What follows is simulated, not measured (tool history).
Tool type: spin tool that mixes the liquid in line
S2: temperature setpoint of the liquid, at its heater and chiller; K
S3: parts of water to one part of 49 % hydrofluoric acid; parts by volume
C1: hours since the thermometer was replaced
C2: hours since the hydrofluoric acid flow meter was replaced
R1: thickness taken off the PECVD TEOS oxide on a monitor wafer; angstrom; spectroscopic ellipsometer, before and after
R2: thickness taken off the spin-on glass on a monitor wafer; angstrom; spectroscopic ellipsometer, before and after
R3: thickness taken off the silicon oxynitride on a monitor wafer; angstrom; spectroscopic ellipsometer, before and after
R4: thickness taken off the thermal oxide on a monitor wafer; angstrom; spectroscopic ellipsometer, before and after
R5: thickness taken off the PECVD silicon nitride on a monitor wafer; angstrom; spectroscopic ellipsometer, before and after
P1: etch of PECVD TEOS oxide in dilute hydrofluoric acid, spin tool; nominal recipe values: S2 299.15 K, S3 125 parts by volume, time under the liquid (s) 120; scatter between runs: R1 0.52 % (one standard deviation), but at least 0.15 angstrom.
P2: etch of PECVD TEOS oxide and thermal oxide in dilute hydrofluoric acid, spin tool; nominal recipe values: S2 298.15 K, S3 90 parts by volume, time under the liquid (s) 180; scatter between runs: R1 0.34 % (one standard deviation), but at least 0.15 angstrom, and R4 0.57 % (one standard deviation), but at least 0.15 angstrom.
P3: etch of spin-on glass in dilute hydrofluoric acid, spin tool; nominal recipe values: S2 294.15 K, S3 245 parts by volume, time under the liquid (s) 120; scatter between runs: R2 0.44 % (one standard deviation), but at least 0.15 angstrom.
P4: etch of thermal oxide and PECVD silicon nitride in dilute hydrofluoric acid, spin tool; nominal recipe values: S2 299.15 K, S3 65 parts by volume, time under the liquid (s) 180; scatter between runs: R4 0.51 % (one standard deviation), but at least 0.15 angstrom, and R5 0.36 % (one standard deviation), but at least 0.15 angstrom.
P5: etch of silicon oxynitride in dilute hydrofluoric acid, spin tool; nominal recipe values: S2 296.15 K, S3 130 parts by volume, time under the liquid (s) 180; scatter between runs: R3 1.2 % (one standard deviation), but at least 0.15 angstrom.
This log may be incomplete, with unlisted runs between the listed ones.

{"run": 1, "hour": 16.7, "process that ran": "P1", "S2": 299.15, "S3": 125, "time under the liquid (s)": 120, "C1": 525.2, "C2": 902.0, "R1": 86.558}
{"run": 2, "hour": 28.3, "process that ran": "P3", "S2": 294.15, "S3": 245, "time under the liquid (s)": 120, "C1": 536.8, "C2": 913.6, "R2": 138.58}
{"run": 3, "hour": 37.6, "process that ran": "P3", "S2": 294.15, "S3": 245, "time under the liquid (s)": 120, "C1": 546.1, "C2": 922.9, "R2": 138.13}
{"run": 4, "hour": 48.6, "process that ran": "P1", "S2": 299.15, "S3": 125, "time under the liquid (s)": 120, "C1": 557.1, "C2": 933.9, "R1": 87.33}
{"run": 5, "hour": 59.3, "process that ran": "P1", "S2": 299.15, "S3": 170, "time under the liquid (s)": 120, "C1": 567.8, "C2": 944.6, "R1": 59.733}
{"run": 6, "hour": 67.4, "process that ran": "P5", "S2": 296.15, "S3": 235, "time under the liquid (s)": 180, "C1": 575.9, "C2": 952.7, "R3": 10.029}
{"run": 7, "hour": 77.3, "process that ran": "P5", "S2": 296.15, "S3": 130, "time under the liquid (s)": 180, "C1": 585.8, "C2": 962.6, "R3": 20.383}
{"run": 8, "hour": 87.7, "process that ran": "P1", "S2": 299.15, "S3": 125, "time under the liquid (s)": 120, "C1": 596.2, "C2": 973.0, "R1": 86.189}
{"run": 9, "hour": 97.6, "process that ran": "P3", "S2": 294.15, "S3": 100, "time under the liquid (s)": 120, "C1": 606.1, "C2": 982.9, "R2": 390.14}
{"run": 10, "hour": 108.9, "process that ran": "P4", "S2": 299.15, "S3": 105, "time under the liquid (s)": 180, "C1": 617.4, "C2": 994.2, "R4": 83.289, "R5": 112.57}
{"run": 11, "hour": 120.9, "process that ran": "P4", "S2": 299.15, "S3": 65, "time under the liquid (s)": 180, "C1": 629.4, "C2": 1006.2, "R4": 141.27, "R5": 181.18}
{"run": 12, "hour": 135.6, "process that ran": "P1", "S2": 299.15, "S3": 125, "time under the liquid (s)": 15, "C1": 644.1, "C2": 1020.9, "R1": 10.84}
{"run": 13, "hour": 149.9, "process that ran": "P1", "S2": 303.65, "S3": 125, "time under the liquid (s)": 120, "C1": 658.4, "C2": 1035.2, "R1": 101.71}
{"run": 14, "hour": 163.8, "process that ran": "P4", "S2": 299.15, "S3": 65, "time under the liquid (s)": 15, "C1": 672.3, "C2": 1049.1, "R4": 12.113, "R5": 15.286}
{"run": 15, "hour": 171.6, "process that ran": "P2", "S2": 298.15, "S3": 90, "time under the liquid (s)": 180, "C1": 680.1, "C2": 1056.9, "R1": 179.26, "R4": 96.414}
{"run": 16, "hour": 180.8, "process that ran": "P3", "S2": 294.15, "S3": 245, "time under the liquid (s)": 220, "C1": 689.3, "C2": 1066.1, "R2": 254.86}
{"run": 17, "hour": 191.2, "process that ran": "P1", "S2": 299.15, "S3": 80, "time under the liquid (s)": 120, "C1": 699.7, "C2": 1076.5, "R1": 143.62}
{"run": 18, "hour": 203.0, "process that ran": "P5", "S2": 296.15, "S3": 130, "time under the liquid (s)": 180, "C1": 711.5, "C2": 1088.3, "R3": 19.757}
{"run": 19, "hour": 214.6, "process that ran": "P4", "S2": 307.15, "S3": 65, "time under the liquid (s)": 180, "C1": 723.1, "C2": 1099.9, "R4": 193.65, "R5": 299.27}
{"run": 20, "hour": 228.3, "process that ran": "P1", "S2": 294.15, "S3": 75, "time under the liquid (s)": 120, "C1": 736.8, "C2": 1113.6, "R1": 125.39}
{"run": 21, "hour": 238.4, "process that ran": "P2", "S2": 298.15, "S3": 125, "time under the liquid (s)": 180, "C1": 746.9, "C2": 1123.7, "R1": 123.18, "R4": 66.439}
{"run": 22, "hour": 248.3, "process that ran": "P2", "S2": 305.65, "S3": 90, "time under the liquid (s)": 180, "C1": 756.8, "C2": 1133.6, "R1": 237.43, "R4": 128.28}
{"run": 23, "hour": 257.1, "process that ran": "P5", "S2": 304.15, "S3": 130, "time under the liquid (s)": 180, "C1": 765.6, "C2": 1142.4, "R3": 28.314}
{"run": 24, "hour": 267.9, "process that ran": "P1", "S2": 299.15, "S3": 125, "time under the liquid (s)": 210, "C1": 776.4, "C2": 1153.2, "R1": 151.0}
{"run": 25, "hour": 278.3, "process that ran": "P3", "S2": 290.15, "S3": 245, "time under the liquid (s)": 120, "C1": 786.8, "C2": 1163.6, "R2": 118.6}

What will run 26 give?
{"run": 26, "hour": 287.8, "process that ran": "P2", "S2": 298.15, "S3": 90, "time under the liquid (s)": 40, "C1": 796.3, "C2": 1173.1, "R1": "?", "R4": "?"}

R1: 39.575 angstrom
R4: 21.702 angstrom

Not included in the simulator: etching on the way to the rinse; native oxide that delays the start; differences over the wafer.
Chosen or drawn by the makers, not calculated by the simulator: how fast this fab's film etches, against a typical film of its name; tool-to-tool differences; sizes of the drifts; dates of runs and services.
